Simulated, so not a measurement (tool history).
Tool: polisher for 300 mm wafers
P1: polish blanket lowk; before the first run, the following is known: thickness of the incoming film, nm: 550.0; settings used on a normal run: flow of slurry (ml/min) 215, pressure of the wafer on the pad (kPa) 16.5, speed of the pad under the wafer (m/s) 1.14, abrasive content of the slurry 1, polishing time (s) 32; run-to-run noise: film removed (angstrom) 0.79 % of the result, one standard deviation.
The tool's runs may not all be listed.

run	hour	flow of slurry (ml/min)	pressure of the wafer on the pad (kPa)	speed of the pad under the wafer (m/s)	abrasive content of the slurry	polishing time (s)	wafers polished on this pad	hours since the slurry nozzle was cleaned	hours since the head pressure was calibrated	hours since the slurry blender was calibrated	hours since the conditioning disc was replaced	film removed (angstrom)
1	7.1	215	16.5	1.14	1	32	315	371	235.9	75.2	225.9	176.11
2	13.1	215	16.5	1.14	1	32	366	377	241.9	81.2	231.9	176.63
3	19.4	215	16.5	1.7	0.8	32	420	383.3	248.2	87.5	238.2	217.36
4	23.7	295	16.5	1.14	1	32	457	387.6	252.5	91.8	242.5	182.75
# hour 27.8: conditioning disc replaced and pad reconditioned
5	30.3	215	22.1	1.14	1	32	514	394.2	259.1	98.4	2.5	233.71
6	35.2	215	16.5	1.14	1	17	556	399.1	264	103.3	7.4	93.223
7	40.8	215	9.7	1.14	1	32	605	404.7	269.6	108.9	13	103.59
8	46.9	215	16.5	0.52	1	32	657	410.8	275.7	115	19.1	95.202
9	50.1	215	16.5	1.68	1	32	685	414	278.9	118.2	22.3	244.08
# hour 50.2: slurry nozzle cleaned
10	56.1	215	16.5	1.14	0.6	32	736	6	284.9	124.2	28.3	136.77
11	60.8	145	16.5	1.14	1	32	777	10.7	289.6	128.9	33	167.85
12	66.3	215	16.5	1.14	1.3	32	824	16.2	295.1	134.4	38.5	197.62
13	69.9	215	16.5	1.14	1	32	855	19.8	298.7	138	42.1	179.12
14	74.4	215	16.5	1.14	1	32	894	24.3	303.2	142.5	46.6	176.94
15	80.2	215	16.5	1.14	1	32	944	30.1	309	148.3	52.4	176.32

Expected results for the next run?
16	85.3	215	16.5	1.14	1	49	987	35.2	314.1	153.4	57.5	?

{"run 16": {"film removed (angstrom)": 275.99}}
